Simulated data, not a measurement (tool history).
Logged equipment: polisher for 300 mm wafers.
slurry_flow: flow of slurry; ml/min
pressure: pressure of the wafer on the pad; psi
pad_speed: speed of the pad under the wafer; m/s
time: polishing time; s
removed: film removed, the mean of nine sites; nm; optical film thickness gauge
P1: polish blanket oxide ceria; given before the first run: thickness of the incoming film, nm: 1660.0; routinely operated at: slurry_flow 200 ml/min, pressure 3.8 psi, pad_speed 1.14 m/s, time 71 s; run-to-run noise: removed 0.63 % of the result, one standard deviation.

run   hour  slurry_flow  pressure  pad_speed  time  wafers polished on this pad  hours since the slurry nozzle was cleaned  hours since the head pressure was calibrated  removed
  1    9.2          200       3.8       1.14    71                          707                                      465.1                                         266.3   410.48
  2   13.9          200       3.8       1.14   111                          752                                      469.8                                         271.0   643.14
  3   19.4          120       3.8       1.14    71                          805                                      475.3                                         276.5   379.37
  4   29.3          200       5.4       1.14    71                          900                                      485.2                                         286.4   591.31
  5   37.1          200       3.8       1.14    71                          974                                      493.0                                         294.2   413.84
  6   42.5          200       3.8       1.14    71                         1026                                      498.4                                         299.6   415.75
      45.8  -- head pressure recalibrated
  7   48.0          305       3.8       0.84    71                         1079                                      503.9                                           2.3   317.72
  8   57.8          200       3.8       1.14    71                         1173                                      513.7                                          12.1   411.83
  9   63.9          200       3.8       1.54    90                         1231                                      519.8                                          18.2   704.97
 10   71.0          200       3.8       1.14    71                         1299                                      526.9                                          25.3   408.89
 11   77.4          200       3.8       1.14    71                         1360                                      533.3                                          31.7   413.94
 12   84.8          200       3.8       1.14    32                         1431                                      540.7                                          39.1   184.28
 13   90.4          280       3.8       1.14    71                         1485                                      546.3                                          44.7   430.49
 14   97.2          200       3.8       1.14    71                         1550                                      553.1                                          51.5   415.03
 15  103.6          200       3.8       0.52    71                         1611                                      559.5                                          57.9   187.59
 16  107.9          200       1.9       1.14    71                         1652                                      563.8                                          62.2   205.41
 17  113.5          200       3.8       1.74    71                         1706                                      569.4                                          67.8   625.28
 18  123.4          200       3.8       1.14    71                         1801                                      579.3                                          77.7   410.32
 19  132.4          200       3.8       1.14    71                         1887                                      588.3                                          86.7   396.06
 20  136.9          200       3.8       1.14    71                         1930                                      592.8                                          91.2   391.54
 21  146.0          200       3.8       1.14    71                         2017                                      601.9                                         100.3   390.15
 22  154.0          200       3.8       1.14    71                         2094                                      609.9                                         108.3   389.71
     158.7  -- worn pad replaced by a new one
 23  159.8          200       3.8       1.14    71                           11                                      615.7                                         114.1   384.75
 24  169.3          200       3.8       1.14    71                          102                                      625.2                                         123.6   383.23
 25  173.7          200       3.8       1.14    71                          144                                      629.6                                         128.0   382.22

Run 26, settings as shown, results not yet in. Your forecast:
 26  180.9          200       3.8       1.14    71                          213                                      636.8                                         135.2        ?

removed: 385.12 nm

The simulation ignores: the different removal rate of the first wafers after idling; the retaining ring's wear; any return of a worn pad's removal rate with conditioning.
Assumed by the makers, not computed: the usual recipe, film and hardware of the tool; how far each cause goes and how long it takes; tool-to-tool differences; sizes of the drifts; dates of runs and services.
